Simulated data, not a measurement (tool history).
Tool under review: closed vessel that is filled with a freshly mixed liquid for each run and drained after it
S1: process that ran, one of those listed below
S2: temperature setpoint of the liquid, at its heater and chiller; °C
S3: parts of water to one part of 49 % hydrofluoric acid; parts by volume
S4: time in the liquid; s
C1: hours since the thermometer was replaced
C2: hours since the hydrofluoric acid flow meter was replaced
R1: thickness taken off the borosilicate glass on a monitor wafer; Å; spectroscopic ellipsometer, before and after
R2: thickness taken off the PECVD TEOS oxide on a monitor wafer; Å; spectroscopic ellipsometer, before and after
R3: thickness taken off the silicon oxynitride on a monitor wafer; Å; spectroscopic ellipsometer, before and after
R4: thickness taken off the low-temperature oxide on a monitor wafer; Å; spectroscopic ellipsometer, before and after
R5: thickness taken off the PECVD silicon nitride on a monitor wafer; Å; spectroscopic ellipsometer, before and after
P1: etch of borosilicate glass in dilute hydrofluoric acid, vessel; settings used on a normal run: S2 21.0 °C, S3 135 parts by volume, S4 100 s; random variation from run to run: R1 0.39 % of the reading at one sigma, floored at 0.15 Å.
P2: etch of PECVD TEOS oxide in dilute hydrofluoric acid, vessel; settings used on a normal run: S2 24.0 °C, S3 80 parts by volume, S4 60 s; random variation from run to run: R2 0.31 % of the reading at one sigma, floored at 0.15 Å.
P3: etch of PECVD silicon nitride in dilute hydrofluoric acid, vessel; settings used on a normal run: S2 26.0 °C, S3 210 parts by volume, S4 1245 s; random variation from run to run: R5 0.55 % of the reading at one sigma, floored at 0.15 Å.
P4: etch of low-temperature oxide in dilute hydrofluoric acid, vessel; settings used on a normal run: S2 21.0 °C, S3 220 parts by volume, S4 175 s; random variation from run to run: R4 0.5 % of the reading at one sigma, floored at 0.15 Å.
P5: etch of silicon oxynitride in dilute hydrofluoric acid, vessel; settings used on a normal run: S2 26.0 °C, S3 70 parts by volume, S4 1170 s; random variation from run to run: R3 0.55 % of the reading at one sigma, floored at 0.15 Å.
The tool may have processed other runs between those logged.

Run 1, hour 5.4: S1 P1, S2 21.0 °C, S3 135 parts by volume, S4 100 s; C1 503.1; C2 185.5. Result: R1 173.730 Å.
Run 2, hour 9.0: S1 P2, S2 24.0 °C, S3 80 parts by volume, S4 60 s; C1 506.7; C2 189.1. Result: R2 166.820 Å.
Run 3, hour 14.6: S1 P2, S2 24.0 °C, S3 145 parts by volume, S4 60 s; C1 512.3; C2 194.7. Result: R2 85.421 Å.
Run 4, hour 21.0: S1 P2, S2 24.0 °C, S3 80 parts by volume, S4 30 s; C1 518.7; C2 201.1. Result: R2 83.768 Å.
Run 5, hour 26.0: S1 P1, S2 27.0 °C, S3 135 parts by volume, S4 100 s; C1 523.7; C2 206.1. Result: R1 220.410 Å.
Run 6, hour 32.4: S1 P1, S2 21.0 °C, S3 135 parts by volume, S4 100 s; C1 530.1; C2 212.5. Result: R1 173.130 Å.
Run 7, hour 36.8: S1 P5, S2 26.0 °C, S3 130 parts by volume, S4 1170 s; C1 534.5; C2 216.9. Result: R3 205.830 Å.
Run 8, hour 40.1: S1 P1, S2 21.0 °C, S3 135 parts by volume, S4 100 s; C1 537.8; C2 220.2. Result: R1 173.050 Å.
Run 9, hour 45.2: S1 P1, S2 17.0 °C, S3 135 parts by volume, S4 100 s; C1 542.9; C2 225.3. Result: R1 147.470 Å.
Run 10, hour 48.8: S1 P5, S2 18.0 °C, S3 70 parts by volume, S4 1170 s; C1 546.5; C2 228.9. Result: R3 270.970 Å.
Run 11, hour 53.9: S1 P5, S2 26.0 °C, S3 70 parts by volume, S4 255 s; C1 551.6; C2 234.0. Result: R3 88.101 Å.
Run 12, hour 57.0: S1 P4, S2 21.0 °C, S3 220 parts by volume, S4 280 s; C1 554.7; C2 237.1. Result: R4 175.50 Å.
Run 13, hour 60.5: S1 P2, S2 20.0 °C, S3 80 parts by volume, S4 60 s; C1 558.2; C2 240.6. Result: R2 141.480 Å.
Run 14, hour 67.1: S1 P1, S2 28.0 °C, S3 75 parts by volume, S4 100 s; C1 564.8; C2 247.2. Result: R1 441.150 Å.
Run 15, hour 73.2: S1 P1, S2 21.0 °C, S3 25 parts by volume, S4 100 s; C1 570.9; C2 253.3. Result: R1 1067.300 Å.
Run 16, hour 79.1: S1 P3, S2 26.0 °C, S3 210 parts by volume, S4 2425 s; C1 576.8; C2 259.2. Result: R5 301.17 Å.
Run 17, hour 84.5: S1 P4, S2 21.0 °C, S3 220 parts by volume, S4 175 s; C1 582.2; C2 264.6. Result: R4 109.89 Å.
Run 18, hour 91.0: S1 P5, S2 26.0 °C, S3 70 parts by volume, S4 1170 s; C1 588.7; C2 271.1. Result: R3 403.890 Å.
Run 19, hour 95.8: S1 P1, S2 21.0 °C, S3 135 parts by volume, S4 175 s; C1 593.5; C2 275.9. Result: R1 302.580 Å.
Run 20, hour 101.6: S1 P3, S2 22.0 °C, S3 210 parts by volume, S4 1245 s; C1 599.3; C2 281.7. Result: R5 121.59 Å.
Run 21, hour 107.8: S1 P3, S2 26.0 °C, S3 210 parts by volume, S4 1245 s; C1 605.5; C2 287.9. Result: R5 156.54 Å.
Run 22, hour 112.7: S1 P1, S2 21.0 °C, S3 135 parts by volume, S4 100 s; C1 610.4; C2 292.8. Result: R1 173.550 Å.
Run 23, hour 117.4: S1 P1, S2 21.0 °C, S3 135 parts by volume, S4 100 s; C1 615.1; C2 297.5. Result: R1 173.300 Å.
Run 24, hour 121.7: S1 P3, S2 26.0 °C, S3 85 parts by volume, S4 1245 s; C1 619.4; C2 301.8. Result: R5 384.24 Å.
Run 25, hour 127.7: S1 P4, S2 21.0 °C, S3 310 parts by volume, S4 175 s; C1 625.4; C2 307.8. Result: R4 72.08 Å.
Run 26, hour 133.9: S1 P1, S2 21.0 °C, S3 220 parts by volume, S4 100 s; C1 631.6; C2 314.0. Result: R1 96.885 Å.
Run 27, hour 140.4: S1 P4, S2 28.5 °C, S3 220 parts by volume, S4 175 s; C1 638.1; C2 320.5. Result: R4 145.96 Å.
Run 28, hour 146.5: S1 P1, S2 21.0 °C, S3 135 parts by volume, S4 30 s; C1 644.2; C2 326.6. Result: R1 51.416 Å.
Run 29, hour 153.4: S1 P1, S2 21.0 °C, S3 135 parts by volume, S4 100 s; C1 651.1; C2 333.5. Result: R1 172.640 Å.
Run 30, hour 159.8: S1 P1, S2 21.0 °C, S3 135 parts by volume, S4 100 s; C1 657.5; C2 339.9. Result: R1 177.380 Å.
Run 31, hour 162.9: S1 P1, S2 21.0 °C, S3 135 parts by volume, S4 100 s; C1 660.6; C2 343.0. Result: R1 178.140 Å.
Run 32, hour 169.5: S1 P1, S2 21.0 °C, S3 135 parts by volume, S4 100 s; C1 667.2; C2 349.6. Result: R1 180.550 Å.
Run 33, hour 173.8: S1 P1, S2 21.0 °C, S3 135 parts by volume, S4 100 s; C1 671.5; C2 353.9. Result: R1 180.830 Å.
Run 34, hour 177.1: S1 P1, S2 21.0 °C, S3 135 parts by volume, S4 100 s; C1 674.8; C2 357.2. Result: R1 182.600 Å.
Run 35, hour 180.3: S1 P1, S2 21.0 °C, S3 135 parts by volume, S4 100 s; C1 678.0; C2 360.4. Result: R1 183.350 Å.
Run 36, hour 183.5: S1 P1, S2 21.0 °C, S3 135 parts by volume, S4 100 s; C1 681.2; C2 363.6. Result: R1 182.750 Å.
Run 37, hour 188.0: S1 P1, S2 21.0 °C, S3 135 parts by volume, S4 100 s; C1 685.7; C2 368.1. Result: R1 184.490 Å.
Run 38, hour 192.2: S1 P1, S2 21.0 °C, S3 135 parts by volume, S4 100 s; C1 689.9; C2 372.3. Result: R1 184.280 Å.
Run 39, hour 195.4: S1 P1, S2 21.0 °C, S3 135 parts by volume, S4 100 s; C1 693.1; C2 375.5. Result: R1 182.270 Å.
Run 40, hour 199.2: S1 P1, S2 21.0 °C, S3 135 parts by volume, S4 100 s; C1 696.9; C2 379.3. Result: R1 184.100 Å.

Compared with where it was, what P1 gives has crept away. Each cause listed below fits the log as well as the rest, at the size given for it:
A: liquid hotter than its thermometer reads (K) = 1.45
B: hydrofluoric acid flow above the setpoint (%) = 5.11
At approximately hour 153.4, the process output began to creep.

4 check runs are offered, one wafer each, their results left as question marks. Which one tells the causes apart?
Run check 1, hour 203.0: S1 P3, S2 26.0 °C, S3 210 parts by volume, S4 2145 s. Result: R5 ?.
Run check 2, hour 203.0: S1 P4, S2 24.5 °C, S3 220 parts by volume, S4 175 s. Result: R4 ?.
Run check 3, hour 203.0: S1 P5, S2 26.0 °C, S3 120 parts by volume, S4 285 s. Result: R3 ?.
Run check 4, hour 203.0: S1 P2, S2 20.5 °C, S3 140 parts by volume, S4 60 s. Result: R2 ?.

Check results expected under each cause:
  check  result    if A    if B
check 1      R5  294.13  282.82
check 2      R4  131.72  132.93
check 3      R3  58.222  57.579
check 4      R2  81.963  81.946
Per-check spread between the two closest causes, in the result where they differ most: check 1 3.92 %; check 2 0.91 %; check 3 1.11 %; check 4 0.02 %
Only in check 1 would the causes give clearly different results; in the remaining checks their results would be nearly the same.

Here is what check 1 returned: R5 292.52 Å. Which cause is it?

Of the candidate causes, it is A: liquid hotter than its thermometer reads (K).

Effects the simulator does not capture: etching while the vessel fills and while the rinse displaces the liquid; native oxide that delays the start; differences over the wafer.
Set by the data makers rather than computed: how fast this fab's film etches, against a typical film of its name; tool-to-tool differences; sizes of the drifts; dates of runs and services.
